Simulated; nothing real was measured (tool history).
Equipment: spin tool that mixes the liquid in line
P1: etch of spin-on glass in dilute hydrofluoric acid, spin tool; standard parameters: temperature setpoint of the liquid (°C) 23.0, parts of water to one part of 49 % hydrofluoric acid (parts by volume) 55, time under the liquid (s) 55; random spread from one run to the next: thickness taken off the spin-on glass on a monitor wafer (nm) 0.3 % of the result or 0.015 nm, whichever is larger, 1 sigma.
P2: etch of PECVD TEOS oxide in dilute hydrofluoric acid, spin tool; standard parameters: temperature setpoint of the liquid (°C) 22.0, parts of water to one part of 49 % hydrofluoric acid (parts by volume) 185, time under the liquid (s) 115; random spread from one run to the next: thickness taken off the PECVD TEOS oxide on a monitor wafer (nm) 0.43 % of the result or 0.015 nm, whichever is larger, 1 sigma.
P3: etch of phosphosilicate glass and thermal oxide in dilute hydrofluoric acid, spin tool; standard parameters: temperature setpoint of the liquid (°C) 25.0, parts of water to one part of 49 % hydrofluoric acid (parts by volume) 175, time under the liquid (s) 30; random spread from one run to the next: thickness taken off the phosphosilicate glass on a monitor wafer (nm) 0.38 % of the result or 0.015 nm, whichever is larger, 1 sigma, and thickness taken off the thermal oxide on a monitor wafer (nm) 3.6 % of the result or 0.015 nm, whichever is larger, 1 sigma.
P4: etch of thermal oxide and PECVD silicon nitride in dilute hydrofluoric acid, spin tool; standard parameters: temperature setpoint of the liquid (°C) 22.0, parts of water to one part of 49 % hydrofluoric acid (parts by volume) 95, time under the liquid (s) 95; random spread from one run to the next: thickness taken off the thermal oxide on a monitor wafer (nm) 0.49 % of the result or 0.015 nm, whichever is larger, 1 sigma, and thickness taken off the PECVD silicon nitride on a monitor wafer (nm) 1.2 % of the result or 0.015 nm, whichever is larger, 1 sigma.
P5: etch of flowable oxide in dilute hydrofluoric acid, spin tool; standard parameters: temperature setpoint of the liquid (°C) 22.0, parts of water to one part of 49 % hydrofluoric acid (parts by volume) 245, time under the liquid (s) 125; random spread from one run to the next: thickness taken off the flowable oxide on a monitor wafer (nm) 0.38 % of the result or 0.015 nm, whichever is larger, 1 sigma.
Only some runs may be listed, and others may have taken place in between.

run	hour	process that ran	temperature setpoint of the liquid (°C)	parts of water to one part of 49 % hydrofluoric acid (parts by volume)	time under the liquid (s)	thickness taken off the spin-on glass on a monitor wafer (nm)	thickness taken off the PECVD TEOS oxide on a monitor wafer (nm)	thickness taken off the thermal oxide on a monitor wafer (nm)	thickness taken off the PECVD silicon nitride on a monitor wafer (nm)	thickness taken off the flowable oxide on a monitor wafer (nm)	thickness taken off the phosphosilicate glass on a monitor wafer (nm)
1	5.0	P1	23.0	55	55	30.5030					
2	8.7	P2	22.0	50	115		21.19300				
3	12.8	P1	23.0	55	15	8.2606					
4	15.5	P4	22.0	40	95			11.10900	5.5146		
5	18.7	P5	22.0	245	125					22.837	
6	22.0	P3	25.0	60	30			2.65190			88.055
7	26.0	P1	29.0	55	55	38.6200					
8	29.3	P1	23.0	55	55	30.3220					
# hour 31.7: thermometer replaced
9	32.8	P1	23.0	90	55	17.8270					
10	36.2	P4	27.5	95	95			5.43130	3.3175		
11	40.6	P3	25.0	175	15			0.39961			13.066
12	43.6	P4	22.0	95	180			8.26250	4.5179		
13	46.8	P2	22.0	185	15		0.62599				
14	50.7	P5	17.0	245	125					18.931	
15	54.8	P2	22.0	185	115		4.89740				
16	57.5	P5	22.0	70	125					97.697	
17	61.1	P2	26.0	185	115		5.68900				
18	66.1	P5	22.0	245	125					23.109	
19	70.0	P1	18.0	55	85	38.2230					
20	73.1	P4	22.0	95	95			4.32800	2.4142		
21	78.0	P1	23.0	55	55	30.3290					
22	80.3	P1	23.0	55	105	57.9890					
23	82.9	P1	23.0	30	55	57.5490					
24	87.5	P3	25.0	175	30			0.77455			26.099
25	92.7	P1	23.0	55	55	30.4090					
26	96.7	P1	27.5	55	85	56.4490					
27	100.2	P1	17.0	55	55	23.4870					
28	103.7	P1	23.0	55	55	30.5220					
29	108.2	P5	22.0	245	235					43.336	
30	111.3	P3	17.5	175	30			0.57412			19.498
31	113.9	P1	23.0	55	55	30.4020					

Estimate the outcome of run 32 from the log above:
32	116.8	P1	23.0	55	55	?					

{"run 32": {"thickness taken off the spin-on glass on a monitor wafer (nm)": 29.266}}
